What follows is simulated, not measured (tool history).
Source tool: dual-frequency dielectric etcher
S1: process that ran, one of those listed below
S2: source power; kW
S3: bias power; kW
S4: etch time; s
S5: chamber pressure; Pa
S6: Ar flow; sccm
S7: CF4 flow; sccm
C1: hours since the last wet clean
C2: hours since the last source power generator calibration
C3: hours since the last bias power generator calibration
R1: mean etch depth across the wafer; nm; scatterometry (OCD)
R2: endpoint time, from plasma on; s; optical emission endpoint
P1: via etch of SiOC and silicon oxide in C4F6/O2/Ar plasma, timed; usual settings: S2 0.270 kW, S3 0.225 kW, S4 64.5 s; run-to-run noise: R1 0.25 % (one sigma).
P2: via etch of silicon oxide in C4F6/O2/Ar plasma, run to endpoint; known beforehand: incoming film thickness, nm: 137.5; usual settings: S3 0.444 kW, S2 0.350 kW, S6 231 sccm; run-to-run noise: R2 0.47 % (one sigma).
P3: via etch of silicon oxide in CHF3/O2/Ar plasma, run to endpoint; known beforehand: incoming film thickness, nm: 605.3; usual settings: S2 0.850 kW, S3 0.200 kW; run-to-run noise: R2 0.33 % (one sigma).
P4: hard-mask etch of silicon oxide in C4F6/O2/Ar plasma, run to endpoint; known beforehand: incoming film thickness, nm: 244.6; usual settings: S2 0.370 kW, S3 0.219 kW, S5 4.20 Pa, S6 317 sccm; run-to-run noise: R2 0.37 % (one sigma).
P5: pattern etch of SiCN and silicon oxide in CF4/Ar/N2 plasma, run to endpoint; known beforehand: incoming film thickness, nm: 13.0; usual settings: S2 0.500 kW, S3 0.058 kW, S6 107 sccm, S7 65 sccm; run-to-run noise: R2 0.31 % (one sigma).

run,hour,S1,S2,S3,S4,S5,S6,S7,C1,C2,C3,R1,R2
1,2.6,P1,0.270,0.225,64.5,,,,337.2,422.7,2236.4,66.502,
2,5.1,P4,0.370,0.219,,4.20,317,,339.7,425.2,2238.9,,76.316
3,7.9,P5,0.500,0.074,,,107,65,342.5,428.0,2241.7,,14.071
4,12.3,P4,0.370,0.219,,5.07,317,,346.9,432.4,2246.1,,78.038
5,16.2,P5,0.500,0.058,,,107,65,350.8,436.3,2250.0,,15.223
6,20.8,P3,0.850,0.200,,,,,355.4,440.9,2254.6,,273.090
7,24.3,P1,0.190,0.225,64.5,,,,358.9,444.4,2258.1,58.319,
8,28.1,P5,0.400,0.058,,,107,65,362.7,448.2,2261.9,,18.545
9,30.5,P2,0.350,0.444,,,231,,365.1,450.6,2264.3,,31.624
10,32.6,P2,0.500,0.444,,,231,,367.2,452.7,2266.4,,27.667
11,36.2,P1,0.270,0.163,47.5,,,,370.8,456.3,2270.0,44.033,
12,40.5,P1,0.370,0.225,64.5,,,,375.1,460.6,2274.3,74.812,
13,44.4,P1,0.270,0.225,79.5,,,,379.0,464.5,2278.2,82.166,
14,48.0,P1,0.270,0.225,64.5,,,,382.6,468.1,2281.8,66.466,
15,51.1,P2,0.350,0.444,,,137,,385.7,471.2,2284.9,,29.610
16,53.3,P4,0.370,0.219,,4.20,214,,387.9,473.4,2287.1,,73.343
17,56.2,P1,0.330,0.225,84.0,,,,390.8,476.3,2290.0,93.250,
18,60.0,P2,0.350,0.619,,,231,,394.6,480.1,2293.8,,27.913
19,64.5,P1,0.270,0.225,64.5,,,,399.1,484.6,2298.3,66.326,
20,67.3,P3,0.850,0.200,,,,,401.9,487.4,2301.1,,274.260
21,70.4,P1,0.270,0.317,64.5,,,,405.0,490.5,2304.2,75.073,
22,72.9,P1,0.270,0.225,64.5,,,,407.5,493.0,2306.7,66.293,
23,76.3,P1,0.270,0.302,91.0,,,,410.9,496.4,2310.1,104.120,
24,79.9,P4,0.260,0.219,,4.20,317,,414.5,500.0,2313.7,,87.028
25,84.3,P5,0.500,0.058,,,107,41,418.9,504.4,2318.1,,16.622
26,87.5,P5,0.500,0.058,,,144,65,422.1,507.6,2321.3,,16.064
27,92.1,P5,0.500,0.058,,,107,65,426.7,512.2,2325.9,,15.256
28,95.3,P4,0.370,0.129,,4.20,317,,429.9,515.4,2329.1,,90.177
29,98.4,P4,0.370,0.219,,4.20,317,,433.0,518.5,2332.2,,76.384
30,102.2,P1,0.270,0.171,64.5,,,,436.8,522.3,2336.0,60.717,
31,104.4,P3,0.850,0.244,,,,,439.0,524.5,2338.2,,256.920
32,107.1,P3,1.020,0.200,,,,,441.7,527.2,2340.9,,255.760
33,111.0,P1,0.270,0.225,35.5,,,,445.6,531.1,2344.8,36.667,
34,114.6,P1,0.270,0.225,64.5,,,,449.2,534.7,2348.4,66.515,
35,119.1,P1,0.270,0.225,64.5,,,,453.7,539.2,2352.9,67.100,
36,123.5,P1,0.270,0.225,64.5,,,,458.1,543.6,2357.3,67.163,
37,128.1,P1,0.270,0.225,64.5,,,,462.7,548.2,2361.9,67.589,
38,132.6,P1,0.270,0.225,64.5,,,,467.2,552.7,2366.4,67.898,
# hour 132.7: wet clean of the chamber
39,136.0,P1,0.270,0.225,64.5,,,,3.4,556.1,2369.8,67.752,
40,139.1,P1,0.270,0.225,64.5,,,,6.5,559.2,2372.9,67.341,

P1 no longer gives what it gave before; its output has crept away from where it was. The following 2 causes, each at its listed size, fit the log equally well:
A: source power that arrives over what is set, % = 4.07
B: bias power that arrives over what is set, % = 4.47
The onset of the drift is placed at about hour 114.6.
Excluded causes, each with its reason:
chamber walls in a state that raises the etch rate, %: was serviced at hour 132.7, once the creep was under way, yet the earlier output never came back

Each of the check runs listed below is run on 2 wafers and reports their average, with the results left as question marks. Pick the one under which the possible causes would lead to clearly different results.
check 1,142.2,P3,0.850,0.233,,,,,,,,,?
check 2,142.2,P2,0.350,0.556,,,231,,,,,,?
check 3,142.2,P5,0.500,0.058,,,143,65,,,,,?
check 4,142.2,P4,0.270,0.219,,4.20,224,,,,,,?

Check results expected under each cause:
check,result,if A,if B
check 1,R2,256.450,256.450
check 2,R2,28.465,28.404
check 3,R2,15.488,15.802
check 4,R2,81.606,81.639
Per check, the gap between the least separated pair of causes, taken in the result that splits them most: check 1 0 %; check 2 0.21 %; check 3 2.01 %; check 4 0.04 %
Of the check runs offered, only check 3 discriminates between the causes; the rest would read about the same regardless of which cause applies.

Then check 3 was run and gave: R2 15.497 s. Which cause is it?

It was cause A: source power that arrives over what is set, %.

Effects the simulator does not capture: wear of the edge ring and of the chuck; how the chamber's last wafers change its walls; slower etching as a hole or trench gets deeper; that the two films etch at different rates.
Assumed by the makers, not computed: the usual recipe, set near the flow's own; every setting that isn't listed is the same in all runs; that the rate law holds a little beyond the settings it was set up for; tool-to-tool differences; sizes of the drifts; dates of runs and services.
